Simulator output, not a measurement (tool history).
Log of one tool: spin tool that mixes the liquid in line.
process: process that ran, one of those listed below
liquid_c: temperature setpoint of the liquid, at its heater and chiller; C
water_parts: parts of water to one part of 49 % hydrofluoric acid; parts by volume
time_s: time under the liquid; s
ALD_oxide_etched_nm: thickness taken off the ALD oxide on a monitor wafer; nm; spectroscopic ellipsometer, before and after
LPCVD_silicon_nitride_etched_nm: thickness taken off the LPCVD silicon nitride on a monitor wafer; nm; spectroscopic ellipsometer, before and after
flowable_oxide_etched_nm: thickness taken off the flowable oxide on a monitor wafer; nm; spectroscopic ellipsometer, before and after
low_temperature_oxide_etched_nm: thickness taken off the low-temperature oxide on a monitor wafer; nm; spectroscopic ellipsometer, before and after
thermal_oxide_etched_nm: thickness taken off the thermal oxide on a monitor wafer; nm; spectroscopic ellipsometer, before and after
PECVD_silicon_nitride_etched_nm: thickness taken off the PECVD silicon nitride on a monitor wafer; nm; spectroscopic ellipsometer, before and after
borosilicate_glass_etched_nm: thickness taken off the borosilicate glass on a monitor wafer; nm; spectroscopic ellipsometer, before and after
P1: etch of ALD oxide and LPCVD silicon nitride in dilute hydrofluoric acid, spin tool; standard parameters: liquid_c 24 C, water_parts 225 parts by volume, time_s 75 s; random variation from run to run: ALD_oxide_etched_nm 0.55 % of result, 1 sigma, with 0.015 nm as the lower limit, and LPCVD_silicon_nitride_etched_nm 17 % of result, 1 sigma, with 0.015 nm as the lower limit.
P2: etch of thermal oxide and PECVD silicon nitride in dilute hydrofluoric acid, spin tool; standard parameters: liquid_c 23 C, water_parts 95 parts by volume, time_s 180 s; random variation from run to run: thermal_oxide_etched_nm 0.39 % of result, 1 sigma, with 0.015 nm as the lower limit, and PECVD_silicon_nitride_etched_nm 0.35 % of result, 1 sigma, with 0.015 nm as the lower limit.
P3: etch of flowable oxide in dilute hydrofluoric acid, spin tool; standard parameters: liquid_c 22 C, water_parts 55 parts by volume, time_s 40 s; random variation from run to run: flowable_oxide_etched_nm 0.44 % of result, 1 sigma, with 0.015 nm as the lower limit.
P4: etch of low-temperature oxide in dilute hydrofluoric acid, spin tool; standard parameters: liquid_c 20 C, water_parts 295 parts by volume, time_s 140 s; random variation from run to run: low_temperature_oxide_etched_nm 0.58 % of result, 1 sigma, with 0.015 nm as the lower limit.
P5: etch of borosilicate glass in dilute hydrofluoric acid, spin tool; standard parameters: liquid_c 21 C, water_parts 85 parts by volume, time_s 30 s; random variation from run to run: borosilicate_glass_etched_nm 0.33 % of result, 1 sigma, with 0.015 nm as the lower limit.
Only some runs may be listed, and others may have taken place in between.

run     day  process  liquid_c  water_parts  time_s  hours since the thermometer was replaced  hours since the hydrofluoric acid flow meter was replaced  ALD_oxide_etched_nm  LPCVD_silicon_nitride_etched_nm  flowable_oxide_etched_nm  low_temperature_oxide_etched_nm  thermal_oxide_etched_nm  PECVD_silicon_nitride_etched_nm  borosilicate_glass_etched_nm
  1   0.617       P1        24          225      75                                       725                                                     1010.6                7.414                          0.18109
  2   1.254       P1        29          225      75                                     740.3                                                     1025.9               8.8453                          0.17494
  3   1.925       P1        24          225      15                                     756.4                                                       1042               1.4928                         0.017025
  4   2.596       P3        22           55      20                                     772.5                                                     1058.1                                                                          15.165
  5   3.012       P4        20          295     140                                     782.5                                                     1068.1                                                                                                           4.0238
  6   3.446       P4        20          295     245                                     792.9                                                     1078.5                                                                                                           7.1041
  7   3.925       P1      18.5          225      75                                     804.4                                                       1090               6.0301                          0.10195
  8   4.354       P2        23           95     180                                     814.7                                                     1100.3                                                                                                                                    8.5736                           8.4032
  9   4.842       P5        21          140      30                                     826.4                                                       1112                                                                                                                                                                                                   5.3672
 10   5.225       P3        22          100      40                                     835.6                                                     1121.2                                                                           15.71
 11   5.871       P2        23          175     180                                     851.1                                                     1136.7                                                                                                                                    4.2023                           4.6035
 12   6.258       P5        21           85      30                                     860.4                                                       1146                                                                                                                                                                                                   9.3612
 13   6.646       P1        29          225     140                                     869.7                                                     1155.3               16.357                          0.47469
 14   7.229       P5        21           85      55                                     883.7                                                     1169.3                                                                                                                                                                                                   17.306
 15   7.804       P4        27          295     140                                     897.5                                                     1183.1                                                                                                           5.1753
 16   8.371       P5      26.5           85      30                                     911.1                                                     1196.7                                                                                                                                                                                                   11.655
 17   8.883       P3      26.5           55      40                                     923.4                                                       1209                                                                          36.398
 18     9.4       P4        20          295     140                                     935.8                                                     1221.4                                                                                                           4.0447
 19   9.712       P1        24          225      75                                     943.3                                                     1228.9               7.4721                          0.17667
 20  10.175       P3        22           55      40                                     954.4                                                       1240                                                                          30.149
 21  10.771       P1        24          225      75                                     968.7                                                     1254.3                7.379                          0.10847
 22  11.433       P1        24          225      75                                     984.6                                                     1270.2                 7.46                          0.12506
 23   11.75       P2        31           95     180                                     992.2                                                     1277.8                                                                                                                                    11.529                           14.214
 24  12.338       P1        24          135      75                                    1006.3                                                     1291.9               13.558                           0.2391
 25  12.992       P1        24          225     110                                      1022                                                     1307.6               10.883                          0.19465
 26  13.629       P4        20          145     140                                    1037.3                                                     1322.9                                                                                                            9.649
 27  13.975       P2        23           95      20                                    1045.6                                                     1331.2                                                                                                                                   0.96256                          0.92762
 28  14.583       P1        24          395      75                                    1060.2                                                     1345.8               3.5993                         0.098276
 29  15.104       P1        24          225      75                                    1072.7                                                     1358.3               7.4755                          0.10436

Forecast run 30:
 30  15.65       P1        24          225      75                                    1085.8                                                     1371.4                    ?                                ?

For run 30 the tool returned ALD_oxide_etched_nm 7.3661 nm, LPCVD_silicon_nitride_etched_nm 0.17691 nm.
